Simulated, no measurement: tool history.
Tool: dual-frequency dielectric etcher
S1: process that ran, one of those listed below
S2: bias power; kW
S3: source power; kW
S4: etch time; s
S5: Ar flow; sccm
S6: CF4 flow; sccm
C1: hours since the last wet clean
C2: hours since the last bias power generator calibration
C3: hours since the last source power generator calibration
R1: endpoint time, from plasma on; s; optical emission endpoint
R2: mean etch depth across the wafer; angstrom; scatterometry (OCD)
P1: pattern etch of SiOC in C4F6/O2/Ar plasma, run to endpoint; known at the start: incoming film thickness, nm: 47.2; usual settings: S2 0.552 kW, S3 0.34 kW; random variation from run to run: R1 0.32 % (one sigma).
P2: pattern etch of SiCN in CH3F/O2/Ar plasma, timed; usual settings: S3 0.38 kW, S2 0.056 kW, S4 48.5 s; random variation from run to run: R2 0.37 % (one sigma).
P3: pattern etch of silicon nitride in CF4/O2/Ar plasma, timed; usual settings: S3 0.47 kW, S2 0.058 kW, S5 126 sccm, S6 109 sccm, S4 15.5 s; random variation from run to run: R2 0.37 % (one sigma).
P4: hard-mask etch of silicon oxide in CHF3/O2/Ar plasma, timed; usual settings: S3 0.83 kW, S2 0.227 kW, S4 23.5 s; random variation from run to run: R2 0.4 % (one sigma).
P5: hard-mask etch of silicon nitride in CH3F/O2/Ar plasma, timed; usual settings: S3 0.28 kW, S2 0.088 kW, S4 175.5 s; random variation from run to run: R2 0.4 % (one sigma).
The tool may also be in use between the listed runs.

run,day,S1,S2,S3,S4,S5,S6,C1,C2,C3,R1,R2
1,0.646,P1,0.552,0.34,,,,356.2,1508.7,886.2,16.425,
2,1.221,P5,0.057,0.28,175.5,,,370,1522.5,900,,987.28
3,1.746,P5,0.088,0.34,175.5,,,382.6,1535.1,912.6,,1226.4
4,2.092,P4,0.283,0.83,23.5,,,390.9,1543.4,920.9,,627.13
5,2.792,P1,0.552,0.34,,,,407.7,1560.2,937.7,16.424,
6,3.304,P2,0.043,0.38,48.5,,,420,1572.5,950,,152.39
7,3.846,P1,0.394,0.34,,,,433,1585.5,963,18.543,
8,4.246,P1,0.552,0.34,,,,442.6,1595.1,972.6,16.371,
9,4.796,P3,0.058,0.47,22.5,126,109,455.8,1608.3,985.8,,416.26
10,5.483,P5,0.088,0.28,175.5,,,472.3,1624.8,1002.3,,1141.3
11,6.162,P5,0.088,0.28,235.5,,,488.6,1641.1,1018.6,,1529.9
12,6.696,P1,0.552,0.34,,,,501.4,1653.9,1031.4,16.354,
13,7.154,P3,0.058,0.47,15.5,126,109,512.4,1664.9,1042.4,,288.37
14,7.879,P3,0.058,0.47,15.5,97,109,529.8,1682.3,1059.8,,298.36
15,8.583,P1,0.552,0.27,,,,546.7,1699.2,1076.7,17.856,
16,9.033,P2,0.056,0.48,48.5,,,557.5,1710,1087.5,,181.03
17,9.542,P3,0.069,0.47,15.5,126,109,569.7,1722.2,1099.7,,310.17
18,10.079,P4,0.227,0.54,23.5,,,582.6,1735.1,1112.6,,499.43
# day 10.596: wet clean of the chamber
19,10.704,P1,0.552,0.34,,,,2.7,1750.1,1127.6,16.481,
20,11.312,P4,0.227,0.83,23.5,,,17.3,1764.7,1142.2,,586.38
21,11.754,P5,0.088,0.28,175.5,,,27.9,1775.3,1152.8,,1146.2
22,12.104,P3,0.058,0.3,15.5,126,109,36.3,1783.7,1161.2,,196.78
23,12.546,P4,0.227,0.83,29,,,46.9,1794.3,1171.8,,720.55
24,12.979,P1,0.552,0.34,,,,57.3,1804.7,1182.2,16.316,
25,13.617,P2,0.056,0.38,48.5,,,72.6,1820,1197.5,,165.13
26,14.071,P1,0.341,0.24,,,,83.5,1830.9,1208.4,22.364,
27,14.7,P1,0.451,0.41,,,,98.6,1846,1223.5,16.481,
28,15.342,P1,0.657,0.34,,,,114,1861.4,1238.9,15.244,
# day 15.675: source power generator calibrated
29,15.817,P2,0.056,0.38,48.5,,,125.4,1872.8,3.4,,164.38
30,16.217,P3,0.058,0.47,15.5,126,88,135,1882.4,13,,281
31,16.775,P4,0.227,0.83,23.5,,,148.4,1895.8,26.4,,582.77
32,17.5,P2,0.056,0.38,63,,,165.8,1913.2,43.8,,214.22
33,18.179,P1,0.552,0.43,,,,182.1,1929.5,60.1,15.074,
34,18.892,P3,0.058,0.47,15.5,126,109,199.2,1946.6,77.2,,288.86
35,19.342,P1,0.552,0.34,,,,210,1957.4,88,16.456,
36,19.667,P1,0.552,0.34,,,,217.8,1965.2,95.8,16.436,
37,20.342,P1,0.552,0.34,,,,234,1981.4,112,16.26,
38,20.692,P1,0.552,0.34,,,,242.4,1989.8,120.4,16.157,
39,21.358,P1,0.552,0.34,,,,258.4,2005.8,136.4,16.15,
# day 21.4: wet clean of the chamber
40,21.758,P1,0.552,0.34,,,,8.7,2015.4,146,16.234,
41,22.208,P1,0.552,0.34,,,,19.5,2026.2,156.8,16.068,
42,22.767,P1,0.552,0.34,,,,32.9,2039.6,170.2,16.134,
43,23.442,P1,0.552,0.34,,,,49.1,2055.8,186.4,16.092,
44,24.067,P1,0.552,0.34,,,,64.1,2070.8,201.4,16.09,

What P1 gives has crept away from where it was. These 2 causes fit the log equally well, each at the size given:
A: source power that arrives over what is set, % = 4.61
B: bias power that arrives over what is set, % = 4.41
The creep began at about day 19.667.
Why every other cause is out:
chamber walls in a state that raises the etch rate, %: serviced at day 21.4, which brought nothing back

4 check runs are offered, each on 2 wafers whose results are averaged, their results left as question marks. Which one tells the causes apart?
check 1,24.692,P4,0.227,0.83,23.5,,,,,,,?
check 2,24.692,P3,0.058,0.47,15.5,126,109,,,,,?
check 3,24.692,P2,0.056,0.38,48.5,,,,,,,?
check 4,24.692,P5,0.088,0.28,175.5,,,,,,,?

What each check would give under each cause:
check,result,if A,if B
check 1,R2,595.59,594.27
check 2,R2,300.59,294.06
check 3,R2,168.32,167.86
check 4,R2,1162.4,1161.4
How far apart the two closest causes lie, in the result that separates them most: check 1 0.22 %; check 2 2.2 %; check 3 0.27 %; check 4 0.09 %
Check 2 tells the causes apart: in the others they would give nearly the same result.

Check 2 was then run and gave: R2 292.85 angstrom. Which cause is it?

It is B: bias power that arrives over what is set, %.
